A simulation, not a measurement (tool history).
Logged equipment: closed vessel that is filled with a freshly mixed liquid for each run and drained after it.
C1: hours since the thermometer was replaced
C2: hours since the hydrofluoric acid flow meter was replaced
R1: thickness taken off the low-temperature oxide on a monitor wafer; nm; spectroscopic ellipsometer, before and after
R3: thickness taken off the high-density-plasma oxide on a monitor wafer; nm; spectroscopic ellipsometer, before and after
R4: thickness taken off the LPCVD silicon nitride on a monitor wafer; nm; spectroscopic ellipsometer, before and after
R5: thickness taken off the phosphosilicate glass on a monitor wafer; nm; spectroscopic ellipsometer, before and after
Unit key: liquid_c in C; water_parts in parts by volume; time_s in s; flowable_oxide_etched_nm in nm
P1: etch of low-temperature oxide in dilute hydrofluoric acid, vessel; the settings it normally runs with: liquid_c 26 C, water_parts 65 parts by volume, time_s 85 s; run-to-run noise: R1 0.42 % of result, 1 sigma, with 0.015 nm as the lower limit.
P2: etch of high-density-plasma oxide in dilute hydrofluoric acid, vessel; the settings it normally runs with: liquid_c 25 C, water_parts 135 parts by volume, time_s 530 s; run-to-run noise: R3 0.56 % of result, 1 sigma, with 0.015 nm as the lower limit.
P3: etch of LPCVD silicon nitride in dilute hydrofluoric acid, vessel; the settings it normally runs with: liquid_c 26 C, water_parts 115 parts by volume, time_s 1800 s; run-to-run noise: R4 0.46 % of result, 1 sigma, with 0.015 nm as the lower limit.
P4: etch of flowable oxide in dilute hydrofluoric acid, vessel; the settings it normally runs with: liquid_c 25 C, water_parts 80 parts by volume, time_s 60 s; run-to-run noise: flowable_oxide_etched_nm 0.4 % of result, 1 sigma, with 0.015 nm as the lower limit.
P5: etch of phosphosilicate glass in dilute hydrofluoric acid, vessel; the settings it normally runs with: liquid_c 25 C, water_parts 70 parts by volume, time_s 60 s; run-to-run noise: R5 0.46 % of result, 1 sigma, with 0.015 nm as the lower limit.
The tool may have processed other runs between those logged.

{"run": 1, "day": 0.438, "process": "P1", "liquid_c": 26, "water_parts": 65, "time_s": 85, "C1": 1138.6, "C2": 1077.8, "R1": 28.962}
{"run": 2, "day": 0.908, "process": "P1", "liquid_c": 20, "water_parts": 65, "time_s": 30, "C1": 1149.9, "C2": 1089.1, "R1": 7.9093}
{"run": 3, "day": 1.546, "process": "P4", "liquid_c": 25, "water_parts": 80, "time_s": 60, "C1": 1165.2, "C2": 1104.4, "flowable_oxide_etched_nm": 41.788}
{"run": 4, "day": 2.154, "process": "P2", "liquid_c": 17.5, "water_parts": 135, "time_s": 530, "C1": 1179.8, "C2": 1119, "R3": 16.669}
{"run": 5, "day": 2.467, "process": "P1", "liquid_c": 26, "water_parts": 65, "time_s": 85, "C1": 1187.3, "C2": 1126.5, "R1": 29.172}
{"run": 6, "day": 2.929, "process": "P3", "liquid_c": 26, "water_parts": 115, "time_s": 1800, "C1": 1198.4, "C2": 1137.6, "R4": 10.055}
{"run": 7, "day": 3.3, "process": "P1", "liquid_c": 26, "water_parts": 65, "time_s": 85, "C1": 1207.3, "C2": 1146.5, "R1": 28.938}
{"run": 8, "day": 3.746, "process": "P5", "liquid_c": 19.5, "water_parts": 70, "time_s": 60, "C1": 1218, "C2": 1157.2, "R5": 100.79}
{"run": 9, "day": 4.283, "process": "P4", "liquid_c": 25, "water_parts": 80, "time_s": 90, "C1": 1230.9, "C2": 1170.1, "flowable_oxide_etched_nm": 62.396}
{"run": 10, "day": 4.712, "process": "P1", "liquid_c": 26, "water_parts": 115, "time_s": 120, "C1": 1241.2, "C2": 1180.4, "R1": 21.682}
{"run": 11, "day": 5.138, "process": "P1", "liquid_c": 26, "water_parts": 95, "time_s": 85, "C1": 1251.4, "C2": 1190.6, "R1": 18.977}
{"run": 12, "day": 5.762, "process": "P2", "liquid_c": 25, "water_parts": 135, "time_s": 530, "C1": 1266.4, "C2": 1205.6, "R3": 22.769}
{"run": 13, "day": 6.167, "process": "P4", "liquid_c": 29, "water_parts": 80, "time_s": 60, "C1": 1276.1, "C2": 1215.3, "flowable_oxide_etched_nm": 48.492}
{"run": 14, "day": 6.579, "process": "P5", "liquid_c": 25, "water_parts": 70, "time_s": 60, "C1": 1286, "C2": 1225.2, "R5": 126.47}
{"run": 15, "day": 7.258, "process": "P2", "liquid_c": 25, "water_parts": 135, "time_s": 955, "C1": 1302.3, "C2": 1241.5, "R3": 40.611}
{"run": 16, "day": 7.879, "process": "P1", "liquid_c": 21.5, "water_parts": 65, "time_s": 85, "C1": 1317.2, "C2": 1256.4, "R1": 23.989}
{"run": 17, "day": 8.475, "process": "P3", "liquid_c": 21.5, "water_parts": 115, "time_s": 1800, "C1": 1331.5, "C2": 1270.7, "R4": 7.4709}
{"run": 18, "day": 8.971, "process": "P1", "liquid_c": 26, "water_parts": 65, "time_s": 85, "C1": 1343.4, "C2": 1282.6, "R1": 29.074}
{"run": 19, "day": 9.642, "process": "P5", "liquid_c": 25, "water_parts": 70, "time_s": 30, "C1": 1359.5, "C2": 1298.7, "R5": 62.582}
{"run": 20, "day": 10.212, "process": "P1", "liquid_c": 26, "water_parts": 105, "time_s": 30, "C1": 1373.2, "C2": 1312.4, "R1": 5.9807}
{"run": 21, "day": 10.875, "process": "P1", "liquid_c": 33.5, "water_parts": 65, "time_s": 85, "C1": 1389.1, "C2": 1328.3, "R1": 38.673}
{"run": 22, "day": 11.479, "process": "P3", "liquid_c": 26, "water_parts": 115, "time_s": 45, "C1": 1403.6, "C2": 1342.8, "R4": 0.25787}
{"run": 23, "day": 12.071, "process": "P1", "liquid_c": 26, "water_parts": 65, "time_s": 125, "C1": 1417.8, "C2": 1357, "R1": 42.518}
{"run": 24, "day": 12.533, "process": "P1", "liquid_c": 26, "water_parts": 65, "time_s": 35, "C1": 1428.9, "C2": 1368.1, "R1": 11.983}
{"run": 25, "day": 13.038, "process": "P1", "liquid_c": 26, "water_parts": 65, "time_s": 85, "C1": 1441, "C2": 1380.2, "R1": 29.288}
{"run": 26, "day": 13.696, "process": "P1", "liquid_c": 26, "water_parts": 20, "time_s": 85, "C1": 1456.8, "C2": 1396, "R1": 100}
{"run": 27, "day": 14.154, "process": "P2", "liquid_c": 25, "water_parts": 45, "time_s": 530, "C1": 1467.8, "C2": 1407, "R3": 75.557}
{"run": 28, "day": 14.479, "process": "P1", "liquid_c": 26, "water_parts": 65, "time_s": 85, "C1": 1475.6, "C2": 1414.8, "R1": 28.906}
{"run": 29, "day": 15.062, "process": "P3", "liquid_c": 26, "water_parts": 205, "time_s": 1800, "C1": 1489.6, "C2": 1428.8, "R4": 5.6568}
{"run": 30, "day": 15.446, "process": "P5", "liquid_c": 25, "water_parts": 35, "time_s": 60, "C1": 1498.8, "C2": 1438, "R5": 264.88}
{"run": 31, "day": 15.833, "process": "P4", "liquid_c": 25, "water_parts": 40, "time_s": 60, "C1": 1508.1, "C2": 1447.3, "flowable_oxide_etched_nm": 87.831}
{"run": 32, "day": 16.5, "process": "P1", "liquid_c": 26, "water_parts": 65, "time_s": 85, "C1": 1524.1, "C2": 1463.3, "R1": 28.903}
{"run": 33, "day": 16.962, "process": "P1", "liquid_c": 26, "water_parts": 65, "time_s": 85, "C1": 1535.2, "C2": 1474.4, "R1": 28.032}
{"run": 34, "day": 17.371, "process": "P1", "liquid_c": 26, "water_parts": 65, "time_s": 85, "C1": 1545, "C2": 1484.2, "R1": 27.484}
{"run": 35, "day": 17.871, "process": "P1", "liquid_c": 26, "water_parts": 65, "time_s": 85, "C1": 1557, "C2": 1496.2, "R1": 26.983}
{"run": 36, "day": 18.421, "process": "P1", "liquid_c": 26, "water_parts": 65, "time_s": 85, "C1": 1570.2, "C2": 1509.4, "R1": 26.867}
{"run": 37, "day": 19.092, "process": "P1", "liquid_c": 26, "water_parts": 65, "time_s": 85, "C1": 1586.3, "C2": 1525.5, "R1": 26.695}
{"run": 38, "day": 19.483, "process": "P1", "liquid_c": 26, "water_parts": 65, "time_s": 85, "C1": 1595.7, "C2": 1534.9, "R1": 26.437}
{"run": 39, "day": 20.046, "process": "P1", "liquid_c": 26, "water_parts": 65, "time_s": 85, "C1": 1609.2, "C2": 1548.4, "R1": 26.486}
{"run": 40, "day": 20.675, "process": "P1", "liquid_c": 26, "water_parts": 65, "time_s": 85, "C1": 1624.3, "C2": 1563.5, "R1": 26.307}

P1 has crept away from where it was. The log is fitted equally well by each of these 2 causes, at the sizes shown:
A: liquid colder than its thermometer reads (K) = 2.32
B: hydrofluoric acid flow below the setpoint (%) = 8.2
Onset of the creep was near day 16.5.

4 check runs are offered, one wafer each, their results left as question marks. Which one tells the causes apart?
{"run": "check 1", "day": 21.304, "process": "P3", "liquid_c": 26, "water_parts": 115, "time_s": 1800, "R4": "?"}
{"run": "check 2", "day": 21.304, "process": "P2", "liquid_c": 25, "water_parts": 135, "time_s": 530, "R3": "?"}
{"run": "check 3", "day": 21.304, "process": "P5", "liquid_c": 25, "water_parts": 70, "time_s": 60, "R5": "?"}
{"run": "check 4", "day": 21.304, "process": "P4", "liquid_c": 25, "water_parts": 80, "time_s": 60, "flowable_oxide_etched_nm": "?"}

How each check would come out, cause by cause:
check=check_1 result=R4 if_A=8.65 if_B=9.2375
check=check_2 result=R3 if_A=20.721 if_B=20.513
check=check_3 result=R5 if_A=115.17 if_B=115.22
check=check_4 result=flowable_oxide_etched_nm if_A=37.822 if_B=37.768
Minimum pairwise separation of causes per check, each pair taken at its best-separating result: check 1 6.57 %; check 2 1.01 %; check 3 0.04 %; check 4 0.14 %
The other checks would show nearly matching results whichever cause is true, so check 1 is the only one that separates the causes.

Check 1 was then run and gave: R4 8.5943 nm. Which cause is it?

It was cause A: liquid colder than its thermometer reads (K).
